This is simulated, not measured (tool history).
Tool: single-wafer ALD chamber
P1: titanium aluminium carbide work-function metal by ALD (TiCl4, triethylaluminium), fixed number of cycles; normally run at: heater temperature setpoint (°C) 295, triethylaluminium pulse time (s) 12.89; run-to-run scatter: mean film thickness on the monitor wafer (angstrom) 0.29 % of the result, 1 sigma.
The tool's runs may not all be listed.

run  hour  heater temperature setpoint (°C)  triethylaluminium pulse time (s)  mean film thickness on the monitor wafer (angstrom)
  1   5.3                               295                             12.89                                               20.336
  2   9.5                               295                             17.66                                               20.510
  3  13.3                               295                             12.89                                               20.360
     17.3  -- thermocouple changed; heater temperature recalibrated
  4  17.9                               317                             19.73                                               22.599
  5  22.9                               295                             12.89                                               20.263
  6  27.6                               295                              4.92                                               16.749
  7  30.2                               316                             12.89                                               22.080
  8  35.3                               295                             12.89                                               20.267
  9  38.7                               315                             20.55                                               22.349
 10  41.5                               295                             12.89                                               20.319
 11  46.5                               295                             12.89                                               20.310
 12  51.7                               272                             12.89                                               18.247
 13  56.4                               295                             12.89                                               20.223
 14  59.6                               295                             12.89                                               20.197
 15  62.5                               295                             12.89                                               20.227
 16  66.7                               295                             12.89                                               20.048
 17  72.2                               295                             12.89                                               20.079
 18  75.6                               295                             12.89                                               20.070
 19  81.2                               295                             12.89                                               19.977
 20  84.6                               295                             12.89                                               19.983
 21  89.8                               295                             12.89                                               20.017
 22  93.3                               295                             12.89                                               19.926
 23  96.6                               295                             12.89                                               20.001

What P1 gives has crept away from where it was. These 2 causes fit the log equally well, each at the size given:
A: wafer temperature below the value expected at the setpoint (K) = 3.73
B: triethylaluminium dose below that of a fresh bottle (%) = 19.6
The creep began at about hour 56.4.

4 check runs are offered, one wafer each, their results left as question marks. Which one tells the causes apart?
check 1  99.9                               278                             12.89                                                    ?
check 2  99.9                               312                             12.89                                                    ?
check 3  99.9                               315                             12.89                                                    ?
check 4  99.9                               295                              6.54                                                    ?

What each check would give under each cause:
  check                                               result    if A    if B
check 1  mean film thickness on the monitor wafer (angstrom)  18.445  18.463
check 2  mean film thickness on the monitor wafer (angstrom)  21.483  21.461
check 3  mean film thickness on the monitor wafer (angstrom)  21.755  21.730
check 4  mean film thickness on the monitor wafer (angstrom)  18.072  17.178
How far apart the two closest causes lie, in the result that separates them most: check 1 0.1 %; check 2 0.1 %; check 3 0.12 %; check 4 5.07 %
Check 4 tells the causes apart: in the others they would give nearly the same result.

Then check 4 was run and gave: mean film thickness on the monitor wafer (angstrom) 17.975. Which cause is it?

It is A: wafer temperature below the value expected at the setpoint (K).

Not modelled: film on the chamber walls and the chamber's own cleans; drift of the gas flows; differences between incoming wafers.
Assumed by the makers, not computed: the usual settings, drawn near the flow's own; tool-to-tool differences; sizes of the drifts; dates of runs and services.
